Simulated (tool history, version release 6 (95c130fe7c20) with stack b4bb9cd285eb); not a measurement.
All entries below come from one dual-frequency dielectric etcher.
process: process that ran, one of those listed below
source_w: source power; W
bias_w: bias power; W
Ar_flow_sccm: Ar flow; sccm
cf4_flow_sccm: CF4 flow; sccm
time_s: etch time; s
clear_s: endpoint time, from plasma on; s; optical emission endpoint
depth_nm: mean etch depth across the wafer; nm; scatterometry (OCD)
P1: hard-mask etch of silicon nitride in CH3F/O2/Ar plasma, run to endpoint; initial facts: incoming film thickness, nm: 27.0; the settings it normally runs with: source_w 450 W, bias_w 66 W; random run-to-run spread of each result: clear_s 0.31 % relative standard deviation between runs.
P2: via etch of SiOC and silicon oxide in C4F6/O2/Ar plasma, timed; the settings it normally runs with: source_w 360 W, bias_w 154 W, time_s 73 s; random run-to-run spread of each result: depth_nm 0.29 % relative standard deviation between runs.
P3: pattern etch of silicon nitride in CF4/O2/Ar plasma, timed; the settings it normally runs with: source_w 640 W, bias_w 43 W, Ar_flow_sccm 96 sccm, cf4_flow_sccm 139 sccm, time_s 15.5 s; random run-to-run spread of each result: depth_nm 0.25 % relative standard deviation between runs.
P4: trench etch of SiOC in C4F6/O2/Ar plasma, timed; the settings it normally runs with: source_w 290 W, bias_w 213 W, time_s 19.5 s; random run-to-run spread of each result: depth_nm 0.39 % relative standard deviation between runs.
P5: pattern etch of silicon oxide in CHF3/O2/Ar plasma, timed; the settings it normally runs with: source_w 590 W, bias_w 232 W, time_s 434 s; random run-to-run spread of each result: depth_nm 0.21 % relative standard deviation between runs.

run   hour  process  source_w  bias_w  Ar_flow_sccm  cf4_flow_sccm  time_s  hours since the last wet clean  hours since the last source power generator calibration  hours since the last bias power generator calibration  clear_s  depth_nm
  1   17.5       P1       450      66                                                                 88.4                                                   1472.5                                                    755   38.614
  2   30.4       P3       640      56            96            139    15.5                           101.3                                                   1485.4                                                  767.9              39.82
  3     46       P5       590     232                                  434                           116.9                                                     1501                                                  783.5             933.37
      49.9  -- wet clean of the chamber
  4     60       P3       640      43            96            139    15.5                            10.2                                                     1515                                                  797.5             36.274
  5   69.3       P1       450      66                                                                 19.5                                                   1524.3                                                  806.8   38.342
  6   82.2       P2       360     154                                   73                            32.4                                                   1537.2                                                  819.7             76.175
  7  100.5       P2       360     154                                 44.5                            50.7                                                   1555.5                                                    838             46.338
  8  118.7       P4       380     213                                 19.5                            68.9                                                   1573.7                                                  856.2             42.739
  9  134.7       P1       450      84                                                                 84.9                                                   1589.7                                                  872.2   35.153
 10  150.5       P4       290     213                                 19.5                           100.7                                                   1605.5                                                    888             38.161
 11    159       P1       630      66                                                                109.2                                                     1614                                                  896.5   33.639
 12  171.6       P2       360     205                                   73                           121.8                                                   1626.6                                                  909.1             83.408
 13  188.2       P1       450      45                                                                138.4                                                   1643.2                                                  925.7    43.37
 14  202.2       P2       500     154                                   73                           152.4                                                   1657.2                                                  939.7             86.481
 15  212.6       P3       770      43            96            139    15.5                           162.8                                                   1667.6                                                  950.1             42.587
 16  222.1       P4       290     161                                 19.5                           172.3                                                   1677.1                                                  959.6             34.895
 17  235.8       P1       290      66                                                                  186                                                   1690.8                                                  973.3   45.317
 18  250.5       P4       290     213                                 19.5                           200.7                                                   1705.5                                                    988             38.457
 19  262.9       P5       710     232                                  434                           213.1                                                   1717.9                                                 1000.4             1003.3
 20  277.3       P5       590     300                                  434                           227.5                                                   1732.3                                                 1014.8             1022.1
 21  291.9       P1       450      66                                                                242.1                                                   1746.9                                                 1029.4   38.448
 22  300.9       P1       450      66                                                                251.1                                                   1755.9                                                 1038.4   38.363
 23  317.2       P3       640      43            96            139      22                           267.4                                                   1772.2                                                 1054.7              51.59
 24  332.5       P3       640      43            57            139    15.5                           282.7                                                   1787.5                                                   1070             38.187
 25  347.4       P3       640      43            96            165    15.5                           297.6                                                   1802.4                                                 1084.9             36.844
 26  366.8       P5       590     232                                  434                             317                                                   1821.8                                                 1104.3             934.41
 27  381.4       P1       450      66                                                                331.6                                                   1836.4                                                 1118.9   38.271
 28  391.1       P5       590     232                                  313                           341.3                                                   1846.1                                                 1128.6             672.52
 29  409.1       P1       320      47                                                                359.3                                                   1864.1                                                 1146.6   49.053
 30  418.6       P1       450      66                                                                368.8                                                   1873.6                                                 1156.1    38.33
 31  432.6       P4       290     213                                 14.5                           382.8                                                   1887.6                                                 1170.1             28.427
 32  443.1       P1       450      66                                                                393.3                                                   1898.1                                                 1180.6   38.461
 33  454.1       P1       450      66                                                                404.3                                                   1909.1                                                 1191.6   38.225
 34  466.4       P1       450      66                                                                416.6                                                   1921.4                                                 1203.9    38.09
 35  481.2       P1       450      66                                                                431.4                                                   1936.2                                                 1218.7   37.962

Expected results for the next run?
 36  493.2       P1       450      66                                                                443.4                                                   1948.2                                                 1230.7        ?

clear_s: 37.936 s
